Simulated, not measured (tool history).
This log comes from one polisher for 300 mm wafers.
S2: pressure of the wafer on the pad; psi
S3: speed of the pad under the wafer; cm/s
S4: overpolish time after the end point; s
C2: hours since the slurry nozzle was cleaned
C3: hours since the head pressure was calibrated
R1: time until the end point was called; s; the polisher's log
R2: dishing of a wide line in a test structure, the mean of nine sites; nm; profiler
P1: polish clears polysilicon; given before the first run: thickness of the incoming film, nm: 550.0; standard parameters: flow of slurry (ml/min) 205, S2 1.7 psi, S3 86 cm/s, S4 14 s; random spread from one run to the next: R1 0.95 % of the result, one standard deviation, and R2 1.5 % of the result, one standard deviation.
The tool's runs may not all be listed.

run 1 hour=9.1 | flow_of_slurry_(ml/min)=205 S2=1.7 S3=86 S4=14 | wafers_polished_on_this_pad=526 C2=269.1 C3=251.3 | R1=90.378 R2=40.542
run 2 hour=19.9 | flow_of_slurry_(ml/min)=205 S2=1.7 S3=132 S4=14 | wafers_polished_on_this_pad=634 C2=279.9 C3=262.1 | R1=58.191 R2=46.203
-- hour=21.6 slurry nozzle cleaned
run 3 hour=28.3 | flow_of_slurry_(ml/min)=205 S2=0.8 S3=86 S4=25 | wafers_polished_on_this_pad=718 C2=6.8 C3=270.5 | R1=191.600 R2=37.246
run 4 hour=38.1 | flow_of_slurry_(ml/min)=205 S2=1.7 S3=86 S4=6 | wafers_polished_on_this_pad=816 C2=16.6 C3=280.3 | R1=91.654 R2=26.070
run 5 hour=46.5 | flow_of_slurry_(ml/min)=205 S2=1.7 S3=38 S4=14 | wafers_polished_on_this_pad=899 C2=25.0 C3=288.7 | R1=207.340 R2=26.506
run 6 hour=56.1 | flow_of_slurry_(ml/min)=205 S2=1.7 S3=86 S4=14 | wafers_polished_on_this_pad=995 C2=34.6 C3=298.3 | R1=89.836 R2=41.029
run 7 hour=64.0 | flow_of_slurry_(ml/min)=205 S2=2.7 S3=86 S4=14 | wafers_polished_on_this_pad=1074 C2=42.5 C3=306.2 | R1=56.402 R2=45.825
run 8 hour=74.1 | flow_of_slurry_(ml/min)=205 S2=1.7 S3=86 S4=22 | wafers_polished_on_this_pad=1174 C2=52.6 C3=316.3 | R1=90.061 R2=45.785
run 9 hour=83.1 | flow_of_slurry_(ml/min)=205 S2=1.7 S3=86 S4=14 | wafers_polished_on_this_pad=1264 C2=61.6 C3=325.3 | R1=89.506 R2=40.878
run 10 hour=87.8 | flow_of_slurry_(ml/min)=300 S2=1.7 S3=86 S4=14 | wafers_polished_on_this_pad=1311 C2=66.3 C3=330.0 | R1=86.148 R2=41.168
run 11 hour=96.0 | flow_of_slurry_(ml/min)=205 S2=0.8 S3=86 S4=14 | wafers_polished_on_this_pad=1393 C2=74.5 C3=338.2 | R1=190.400 R2=26.668
run 12 hour=104.9 | flow_of_slurry_(ml/min)=145 S2=2.2 S3=86 S4=14 | wafers_polished_on_this_pad=1482 C2=83.4 C3=347.1 | R1=71.560 R2=44.535
run 13 hour=110.7 | flow_of_slurry_(ml/min)=205 S2=1.7 S3=86 S4=14 | wafers_polished_on_this_pad=1539 C2=89.2 C3=352.9 | R1=89.237 R2=39.993
run 14 hour=116.3 | flow_of_slurry_(ml/min)=125 S2=1.7 S3=86 S4=14 | wafers_polished_on_this_pad=1595 C2=94.8 C3=358.5 | R1=96.405 R2=39.531
run 15 hour=122.0 | flow_of_slurry_(ml/min)=275 S2=1.7 S3=86 S4=23 | wafers_polished_on_this_pad=1652 C2=100.5 C3=364.2 | R1=86.439 R2=48.315
run 16 hour=129.3 | flow_of_slurry_(ml/min)=205 S2=1.7 S3=86 S4=14 | wafers_polished_on_this_pad=1725 C2=107.8 C3=371.5 | R1=89.025 R2=40.927
run 17 hour=139.4 | flow_of_slurry_(ml/min)=205 S2=1.7 S3=86 S4=14 | wafers_polished_on_this_pad=1826 C2=117.9 C3=381.6 | R1=87.942 R2=40.709
run 18 hour=144.5 | flow_of_slurry_(ml/min)=205 S2=1.7 S3=86 S4=14 | wafers_polished_on_this_pad=1876 C2=123.0 C3=386.7 | R1=91.264 R2=40.195
run 19 hour=152.7 | flow_of_slurry_(ml/min)=205 S2=1.7 S3=86 S4=14 | wafers_polished_on_this_pad=1958 C2=131.2 C3=394.9 | R1=94.474 R2=39.930
run 20 hour=160.9 | flow_of_slurry_(ml/min)=205 S2=1.7 S3=86 S4=14 | wafers_polished_on_this_pad=2040 C2=139.4 C3=403.1 | R1=94.726 R2=39.458
-- hour=166.0 head pressure recalibrated
run 21 hour=169.9 | flow_of_slurry_(ml/min)=205 S2=1.7 S3=86 S4=14 | wafers_polished_on_this_pad=2130 C2=148.4 C3=4.0 | R1=94.508 R2=38.451
run 22 hour=174.9 | flow_of_slurry_(ml/min)=205 S2=1.7 S3=86 S4=14 | wafers_polished_on_this_pad=2179 C2=153.4 C3=9.0 | R1=95.149 R2=39.848
run 23 hour=181.5 | flow_of_slurry_(ml/min)=205 S2=1.7 S3=86 S4=14 | wafers_polished_on_this_pad=2245 C2=160.0 C3=15.6 | R1=96.050 R2=39.276
run 24 hour=190.8 | flow_of_slurry_(ml/min)=205 S2=1.7 S3=86 S4=14 | wafers_polished_on_this_pad=2338 C2=169.3 C3=24.9 | R1=95.448 R2=39.230
run 25 hour=196.2 | flow_of_slurry_(ml/min)=205 S2=1.7 S3=86 S4=14 | wafers_polished_on_this_pad=2392 C2=174.7 C3=30.3 | R1=96.081 R2=39.180

Something has made what P1 gives creep away from where it was; the 2 causes below, each at its own stated size, fit the log equally well:
A: slurry flow missing at the pad, % = 34
B: removal rate lost through wear of the pad, % = 6.32
The creep began at about hour 139.4.
All other causes, with the reason each is excluded:
head's pressure below its setpoint, %: was serviced at hour 166.0, once the creep was under way, yet the earlier output never came back

Each of the check runs listed below is run on 5 wafers and reports their average, with the results left as question marks. Pick the one under which the possible causes would lead to clearly different results.
run check 1 hour=201.6 | flow_of_slurry_(ml/min)=205 S2=0.8 S3=120 S4=14 | R1=? R2=?
run check 2 hour=201.6 | flow_of_slurry_(ml/min)=135 S2=1.7 S3=46 S4=14 | R1=? R2=?
run check 3 hour=201.6 | flow_of_slurry_(ml/min)=205 S2=2.7 S3=42 S4=14 | R1=? R2=?
run check 4 hour=201.6 | flow_of_slurry_(ml/min)=205 S2=1.7 S3=118 S4=6 | R1=? R2=?

If the cause were each of the candidates in turn, the checks would give the following:
check=check_1 result=R1 if_A=145.650 if_B=145.630
check=check_1 result=R2 if_A=32.310 if_B=32.313
check=check_2 result=R1 if_A=196.860 if_B=190.950
check=check_2 result=R2 if_A=26.874 if_B=27.415
check=check_3 result=R1 if_A=123.300 if_B=123.280
check=check_3 result=R2 if_A=35.302 if_B=35.305
check=check_4 result=R1 if_A=69.704 if_B=69.693
check=check_4 result=R2 if_A=30.305 if_B=30.308
Per check, the gap between the least separated pair of causes, taken in the result that splits them most: check 1 0.02 %; check 2 3.05 %; check 3 0.02 %; check 4 0.02 %
Check 2 is the one run that separates the causes; every other check would come out nearly the same whichever cause is at work.

Check 2 has now been run. It gave: R1 190.050 s; R2 27.392 nm. Which of the candidate causes is it?

The correct cause is B, namely: removal rate lost through wear of the pad, %.
